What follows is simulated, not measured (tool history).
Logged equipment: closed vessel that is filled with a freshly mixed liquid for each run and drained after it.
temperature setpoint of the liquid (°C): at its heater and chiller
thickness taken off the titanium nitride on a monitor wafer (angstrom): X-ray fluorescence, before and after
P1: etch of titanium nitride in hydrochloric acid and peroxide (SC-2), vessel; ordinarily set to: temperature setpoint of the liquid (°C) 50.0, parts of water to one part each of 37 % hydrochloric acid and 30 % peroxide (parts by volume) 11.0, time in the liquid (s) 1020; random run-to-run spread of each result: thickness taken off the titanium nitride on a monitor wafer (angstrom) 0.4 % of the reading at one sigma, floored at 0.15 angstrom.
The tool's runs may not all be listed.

run	hour	temperature setpoint of the liquid (°C)	parts of water to one part each of 37 % hydrochloric acid and 30 % peroxide (parts by volume)	time in the liquid (s)	thickness taken off the titanium nitride on a monitor wafer (angstrom)
1	7.9	50.0	11.0	1020	316.510
2	15.9	50.0	11.0	1020	318.450
3	22.7	50.0	11.0	1020	318.970
4	28.5	37.0	11.0	1020	128.370
5	34.4	50.0	11.0	1020	318.910
6	39.8	50.0	11.0	2010	625.880
7	48.5	57.0	11.0	465	229.450
# hour 49.4: chemicals flow meter replaced
8	55.7	50.0	4.0	1020	687.540
9	65.0	50.0	16.5	1020	221.780
10	74.2	50.0	4.0	1590	1074.600
11	80.0	65.0	11.0	1020	827.590
12	88.2	65.5	4.0	1020	1860.700
13	95.2	50.0	11.0	1020	317.030
14	100.4	50.0	11.0	1020	316.820
15	104.8	50.0	11.0	40	12.445
16	110.6	50.0	11.0	1020	318.000

Estimate the outcome of run 17 from the log above:
17	120.1	50.0	11.0	1020	?

Run 17 yielded thickness taken off the titanium nitride on a monitor wafer (angstrom) 327.810.
